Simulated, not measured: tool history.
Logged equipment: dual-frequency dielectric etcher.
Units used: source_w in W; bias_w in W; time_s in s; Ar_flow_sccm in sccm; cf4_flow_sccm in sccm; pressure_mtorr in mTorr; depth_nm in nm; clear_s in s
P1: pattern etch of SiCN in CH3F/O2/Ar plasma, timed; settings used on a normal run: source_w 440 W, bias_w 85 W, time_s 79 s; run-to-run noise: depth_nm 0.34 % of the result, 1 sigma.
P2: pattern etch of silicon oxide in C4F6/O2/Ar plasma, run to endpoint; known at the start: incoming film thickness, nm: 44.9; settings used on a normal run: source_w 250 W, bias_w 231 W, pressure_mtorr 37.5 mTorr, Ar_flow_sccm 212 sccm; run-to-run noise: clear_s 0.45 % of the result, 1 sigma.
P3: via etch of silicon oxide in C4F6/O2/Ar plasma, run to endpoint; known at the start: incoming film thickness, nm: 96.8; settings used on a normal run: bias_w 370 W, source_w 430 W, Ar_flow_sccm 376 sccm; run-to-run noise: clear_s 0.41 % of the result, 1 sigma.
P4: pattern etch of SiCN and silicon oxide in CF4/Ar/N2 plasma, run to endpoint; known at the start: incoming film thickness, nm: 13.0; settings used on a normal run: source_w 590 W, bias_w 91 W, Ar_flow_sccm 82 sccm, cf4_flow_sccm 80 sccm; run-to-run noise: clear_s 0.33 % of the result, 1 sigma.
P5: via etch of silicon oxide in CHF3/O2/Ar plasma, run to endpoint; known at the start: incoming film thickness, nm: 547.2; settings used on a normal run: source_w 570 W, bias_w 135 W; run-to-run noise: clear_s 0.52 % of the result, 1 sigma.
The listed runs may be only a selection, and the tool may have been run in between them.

run,day,process,source_w,bias_w,time_s,Ar_flow_sccm,cf4_flow_sccm,pressure_mtorr,depth_nm,clear_s
1,0.458,P1,440,85,79,,,,32.28,
2,0.8,P1,440,85,79,,,,32.342,
3,1.096,P4,590,91,,82,80,,,10.501
4,1.396,P1,610,85,79,,,,36.53,
5,1.875,P4,760,91,,82,80,,,8.3523
6,2.125,P1,540,111,79,,,,38.287,
# day 2.583: source power generator calibrated
7,2.583,P1,440,100,79,,,,34.114,
8,2.929,P1,440,85,45.5,,,,18.57,
9,3.408,P1,440,85,79,,,,32.254,
10,3.812,P5,570,162,,,,,,289.06
11,4.092,P1,600,56,79,,,,31.242,
12,4.562,P3,430,370,,376,,,,24.192
13,4.854,P2,250,231,,212,,28,,15.247
14,5.183,P4,590,91,,53,80,,,9.9041
15,5.708,P1,440,85,79,,,,32.268,
16,6.188,P2,250,231,,149,,37.5,,15.252
17,6.5,P4,590,91,,82,57,,,10.939
18,6.846,P3,430,370,,499,,,,24.581
19,7.117,P5,570,135,,,,,,307.66
20,7.504,P3,430,370,,376,,,,23.91
21,7.942,P1,440,85,79,,,,32.323,
22,8.221,P2,190,231,,212,,37.5,,17.594
23,8.558,P4,590,91,,82,80,,,10.441
24,8.829,P2,250,282,,212,,37.5,,14.793
25,9.296,P3,430,290,,376,,,,26.295
26,9.617,P3,520,370,,376,,,,22.266
27,10.029,P1,440,59,100,,,,35.976,
28,10.438,P1,440,66,79,,,,29.42,
29,10.896,P5,720,135,,,,,,282.28
30,11.325,P2,250,231,,212,,37.5,,15.707
31,11.758,P1,350,85,79,,,,29.639,
32,12.233,P1,440,85,117.5,,,,47.873,
33,12.704,P4,590,129,,82,80,,,9.2928
34,13.029,P5,570,135,,,,,,307.38
35,13.362,P1,440,85,79,,,,32.088,
36,13.771,P1,440,85,79,,,,32.04,
37,14.154,P1,440,85,79,,,,31.736,
# day 14.312: wet clean of the chamber
38,14.433,P1,440,85,79,,,,31.643,
39,14.783,P1,440,85,79,,,,31.676,
40,15.242,P1,440,85,79,,,,31.651,
41,15.5,P1,440,85,79,,,,31.549,

Compared with where it was, what P1 gives has crept away. Each cause listed below fits the log as well as the rest, at the size given for it:
A: bias power that arrives under what is set, % = 4.63
B: source power that arrives under what is set, % = 4.49
The creep began at about day 13.362.
The rest of the possible causes, and what rules out each one:
chamber walls in a state that lowers the etch rate, %: maintenance at day 14.312, after the shift began, did not return the process to its former output

Consider the 4 single-wafer check runs listed below, results given as question marks: which one distinguishes between the causes by giving clearly different results for each?
check 1,15.758,P2,250,231,,212,,37.5,,?
check 2,15.758,P3,430,370,,376,,,,?
check 3,15.758,P4,590,91,,82,80,,,?
check 4,15.758,P5,570,135,,,,,,?

Expected result of each check under each candidate cause:
check,result,if A,if B
check 1,clear_s,16.108,16.129
check 2,clear_s,24.423,24.433
check 3,clear_s,10.648,10.917
check 4,clear_s,312.22,313.12
Distance between the nearest two causes, measured in the result of the check that separates them most: check 1 0.13 %; check 2 0.04 %; check 3 2.5 %; check 4 0.29 %
Only in check 3 would the causes give clearly different results; in the remaining checks their results would be nearly the same.

Then check 3 was run and gave: clear_s 10.906 s. Which cause is it?

B is the cause: source power that arrives under what is set, %.

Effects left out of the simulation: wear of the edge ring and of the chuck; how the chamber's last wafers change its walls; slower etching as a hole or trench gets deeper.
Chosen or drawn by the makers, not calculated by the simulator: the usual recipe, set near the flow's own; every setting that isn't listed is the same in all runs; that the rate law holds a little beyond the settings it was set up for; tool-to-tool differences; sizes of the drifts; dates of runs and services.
